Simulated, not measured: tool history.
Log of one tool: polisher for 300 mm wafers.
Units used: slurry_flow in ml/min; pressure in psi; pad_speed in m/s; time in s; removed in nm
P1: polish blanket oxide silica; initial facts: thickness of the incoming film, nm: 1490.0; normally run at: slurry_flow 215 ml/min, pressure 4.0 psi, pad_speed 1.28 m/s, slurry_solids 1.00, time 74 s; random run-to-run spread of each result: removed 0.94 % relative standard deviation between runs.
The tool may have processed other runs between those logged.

run,hour,slurry_flow,pressure,pad_speed,slurry_solids,time,removed
1,3.2,215,4.0,1.28,1.00,74,295.77
2,5.4,215,4.0,1.28,1.00,74,298.12
3,9.5,215,4.0,0.68,1.00,74,179.89
4,11.6,215,1.8,1.28,1.00,74,136.07
5,14.6,215,6.2,1.28,1.00,74,468.24
6,18.8,150,4.0,1.28,1.45,74,333.19
7,22.3,215,4.0,1.28,1.00,74,301.44
# hour 25.1: slurry nozzle cleaned
8,26.0,130,2.5,1.28,1.00,74,173.72
9,28.1,305,4.0,1.28,1.00,74,313.60
10,31.2,215,4.0,1.28,1.00,74,303.91
11,35.4,215,4.0,1.28,1.00,93,383.22
12,38.7,215,4.0,1.98,1.00,74,429.43
13,43.0,160,4.0,1.28,1.00,74,285.04
14,45.7,215,4.0,1.28,1.50,74,354.52
15,48.5,215,4.0,1.28,1.00,42,169.94
16,50.9,215,4.0,1.28,1.00,74,299.66
17,54.8,215,4.0,1.28,0.50,74,210.54
18,57.4,215,4.0,1.28,1.00,74,299.75
19,61.6,215,4.0,1.28,1.00,74,291.20
20,64.0,215,4.0,1.28,1.00,74,286.39
21,67.3,215,4.0,1.28,1.00,74,276.23
22,71.8,215,4.0,1.28,1.00,74,268.07

Estimate the outcome of run 23 from the log above:
# hour 74.4: slurry nozzle cleaned
23,75.8,215,4.0,1.28,1.00,74,?

removed: 271.03 nm
